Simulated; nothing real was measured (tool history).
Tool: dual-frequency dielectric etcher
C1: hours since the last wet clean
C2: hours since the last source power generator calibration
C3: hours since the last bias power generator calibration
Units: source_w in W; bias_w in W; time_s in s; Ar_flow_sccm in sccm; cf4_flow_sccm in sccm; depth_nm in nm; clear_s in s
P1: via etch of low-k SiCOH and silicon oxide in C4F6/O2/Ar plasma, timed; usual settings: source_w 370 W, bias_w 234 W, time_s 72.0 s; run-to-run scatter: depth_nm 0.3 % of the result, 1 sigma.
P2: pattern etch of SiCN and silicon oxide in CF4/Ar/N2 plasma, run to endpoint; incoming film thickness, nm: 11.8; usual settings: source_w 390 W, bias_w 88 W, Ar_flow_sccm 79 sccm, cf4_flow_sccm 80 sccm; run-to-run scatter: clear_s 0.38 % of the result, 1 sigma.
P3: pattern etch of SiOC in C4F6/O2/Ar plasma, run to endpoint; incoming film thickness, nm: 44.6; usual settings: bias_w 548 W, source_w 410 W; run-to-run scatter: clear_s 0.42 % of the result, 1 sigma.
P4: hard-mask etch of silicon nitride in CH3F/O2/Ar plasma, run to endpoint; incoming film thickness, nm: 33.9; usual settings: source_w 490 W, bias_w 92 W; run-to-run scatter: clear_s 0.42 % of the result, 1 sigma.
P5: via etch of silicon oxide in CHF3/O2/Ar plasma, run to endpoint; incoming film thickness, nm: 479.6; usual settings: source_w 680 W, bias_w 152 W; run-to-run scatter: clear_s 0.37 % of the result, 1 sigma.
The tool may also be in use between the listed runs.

Run 1, hour 15.8: process P1, source_w 370 W, bias_w 234 W, time_s 72.0 s; C1 188.8; C2 758.9; C3 2063.4. Result: depth_nm 211.32 nm.
Run 2, hour 28.8: process P1, source_w 440 W, bias_w 234 W, time_s 72.0 s; C1 201.8; C2 771.9; C3 2076.4. Result: depth_nm 224.46 nm.
Run 3, hour 45.0: process P3, source_w 410 W, bias_w 548 W; C1 218.0; C2 788.1; C3 2092.6. Result: clear_s 14.4210 s.
Run 4, hour 53.5: process P1, source_w 370 W, bias_w 234 W, time_s 72.0 s; C1 226.5; C2 796.6; C3 2101.1. Result: depth_nm 210.04 nm.
At hour 57.2: source power generator calibrated.
Run 5, hour 70.4: process P1, source_w 370 W, bias_w 234 W, time_s 39.5 s; C1 243.4; C2 13.2; C3 2118.0. Result: depth_nm 116.22 nm.
Run 6, hour 81.1: process P2, source_w 390 W, bias_w 88 W, Ar_flow_sccm 79 sccm, cf4_flow_sccm 80 sccm; C1 254.1; C2 23.9; C3 2128.7. Result: clear_s 13.3070 s.
Run 7, hour 94.2: process P5, source_w 680 W, bias_w 185 W; C1 267.2; C2 37.0; C3 2141.8. Result: clear_s 230.3300 s.
Run 8, hour 106.6: process P1, source_w 370 W, bias_w 314 W, time_s 72.0 s; C1 279.6; C2 49.4; C3 2154.2. Result: depth_nm 232.52 nm.
Run 9, hour 123.0: process P1, source_w 370 W, bias_w 234 W, time_s 72.0 s; C1 296.0; C2 65.8; C3 2170.6. Result: depth_nm 211.45 nm.
Run 10, hour 141.3: process P2, source_w 390 W, bias_w 88 W, Ar_flow_sccm 79 sccm, cf4_flow_sccm 99 sccm; C1 314.3; C2 84.1; C3 2188.9. Result: clear_s 13.1170 s.
Run 11, hour 155.6: process P1, source_w 370 W, bias_w 178 W, time_s 72.0 s; C1 328.6; C2 98.4; C3 2203.2. Result: depth_nm 192.00 nm.
Run 12, hour 171.8: process P1, source_w 370 W, bias_w 234 W, time_s 72.0 s; C1 344.8; C2 114.6; C3 2219.4. Result: depth_nm 209.58 nm.
Run 13, hour 190.3: process P4, source_w 490 W, bias_w 125 W; C1 363.3; C2 133.1; C3 2237.9. Result: clear_s 37.7750 s.
Run 14, hour 201.4: process P5, source_w 680 W, bias_w 152 W; C1 374.4; C2 144.2; C3 2249.0. Result: clear_s 244.4500 s.
Run 15, hour 215.0: process P1, source_w 370 W, bias_w 234 W, time_s 95.0 s; C1 388.0; C2 157.8; C3 2262.6. Result: depth_nm 277.34 nm.
Run 16, hour 229.1: process P2, source_w 390 W, bias_w 64 W, Ar_flow_sccm 79 sccm, cf4_flow_sccm 80 sccm; C1 402.1; C2 171.9; C3 2276.7. Result: clear_s 14.8670 s.
Run 17, hour 247.7: process P2, source_w 390 W, bias_w 88 W, Ar_flow_sccm 79 sccm, cf4_flow_sccm 80 sccm; C1 420.7; C2 190.5; C3 2295.3. Result: clear_s 13.4650 s.
Run 18, hour 264.4: process P5, source_w 480 W, bias_w 152 W; C1 437.4; C2 207.2; C3 2312.0. Result: clear_s 278.4200 s.
Run 19, hour 279.8: process P1, source_w 370 W, bias_w 234 W, time_s 72.0 s; C1 452.8; C2 222.6; C3 2327.4. Result: depth_nm 210.26 nm.
Run 20, hour 292.6: process P1, source_w 260 W, bias_w 234 W, time_s 72.0 s; C1 465.6; C2 235.4; C3 2340.2. Result: depth_nm 183.45 nm.
Run 21, hour 308.8: process P3, source_w 410 W, bias_w 668 W; C1 481.8; C2 251.6; C3 2356.4. Result: clear_s 13.3080 s.
Run 22, hour 326.8: process P4, source_w 490 W, bias_w 92 W; C1 499.8; C2 269.6; C3 2374.4. Result: clear_s 42.5000 s.
Run 23, hour 339.2: process P4, source_w 640 W, bias_w 92 W; C1 512.2; C2 282.0; C3 2386.8. Result: clear_s 38.4920 s.
Run 24, hour 349.0: process P2, source_w 550 W, bias_w 88 W, Ar_flow_sccm 79 sccm, cf4_flow_sccm 80 sccm; C1 522.0; C2 291.8; C3 2396.6. Result: clear_s 9.9663 s.
Run 25, hour 361.6: process P2, source_w 390 W, bias_w 88 W, Ar_flow_sccm 49 sccm, cf4_flow_sccm 80 sccm; C1 534.6; C2 304.4; C3 2409.2. Result: clear_s 12.7390 s.
Run 26, hour 377.3: process P1, source_w 370 W, bias_w 295 W, time_s 99.0 s; C1 550.3; C2 320.1; C3 2424.9. Result: depth_nm 311.98 nm.
Run 27, hour 394.1: process P3, source_w 300 W, bias_w 548 W; C1 567.1; C2 336.9; C3 2441.7. Result: clear_s 15.9950 s.
Run 28, hour 405.9: process P1, source_w 370 W, bias_w 234 W, time_s 72.0 s; C1 578.9; C2 348.7; C3 2453.5. Result: depth_nm 210.49 nm.
Run 29, hour 418.6: process P1, source_w 370 W, bias_w 234 W, time_s 72.0 s; C1 591.6; C2 361.4; C3 2466.2. Result: depth_nm 211.95 nm.
Run 30, hour 430.6: process P1, source_w 370 W, bias_w 234 W, time_s 72.0 s; C1 603.6; C2 373.4; C3 2478.2. Result: depth_nm 213.96 nm.
Run 31, hour 445.5: process P1, source_w 370 W, bias_w 234 W, time_s 72.0 s; C1 618.5; C2 388.3; C3 2493.1. Result: depth_nm 212.75 nm.
At hour 446.7: wet clean of the chamber.
Run 32, hour 457.5: process P1, source_w 370 W, bias_w 234 W, time_s 72.0 s; C1 10.9; C2 400.3; C3 2505.1. Result: depth_nm 213.26 nm.
Run 33, hour 475.1: process P1, source_w 370 W, bias_w 234 W, time_s 72.0 s; C1 28.5; C2 417.9; C3 2522.7. Result: depth_nm 214.07 nm.
Run 34, hour 484.2: process P1, source_w 370 W, bias_w 234 W, time_s 72.0 s; C1 37.6; C2 427.0; C3 2531.8. Result: depth_nm 213.41 nm.

What P1 gives has crept away from where it was. These 2 causes fit the log equally well, each at the size given:
A: bias power that arrives over what is set, % = 4.56
B: source power that arrives over what is set, % = 3.99
The creep began at about hour 405.9.
Why every other cause is out:
chamber walls in a state that raises the etch rate, %: serviced at hour 446.7, which brought nothing back

4 check runs are offered, each on 2 wafers whose results are averaged, their results left as question marks. Which one tells the causes apart?
Run check 1, hour 493.3: process P5, source_w 540 W, bias_w 152 W. Result: clear_s ?.
Run check 2, hour 493.3: process P3, source_w 410 W, bias_w 626 W. Result: clear_s ?.
Run check 3, hour 493.3: process P4, source_w 570 W, bias_w 111 W. Result: clear_s ?.
Run check 4, hour 493.3: process P2, source_w 550 W, bias_w 88 W, Ar_flow_sccm 67 sccm, cf4_flow_sccm 80 sccm. Result: clear_s ?.

What each check would give under each cause:
  check   result      if A      if B
check 1  clear_s  264.0800  263.9600
check 2  clear_s   13.3950   13.4340
check 3  clear_s   36.8220   36.8870
check 4  clear_s    9.5691    9.3772
How far apart the two closest causes lie, in the result that separates them most: check 1 0.04 %; check 2 0.29 %; check 3 0.18 %; check 4 2.03 %
Only check 4 tells the causes apart: in the others they would give nearly the same result.

Check 4 was then run and gave: clear_s 9.5607 s. Which cause is it?

It is A: bias power that arrives over what is set, %.
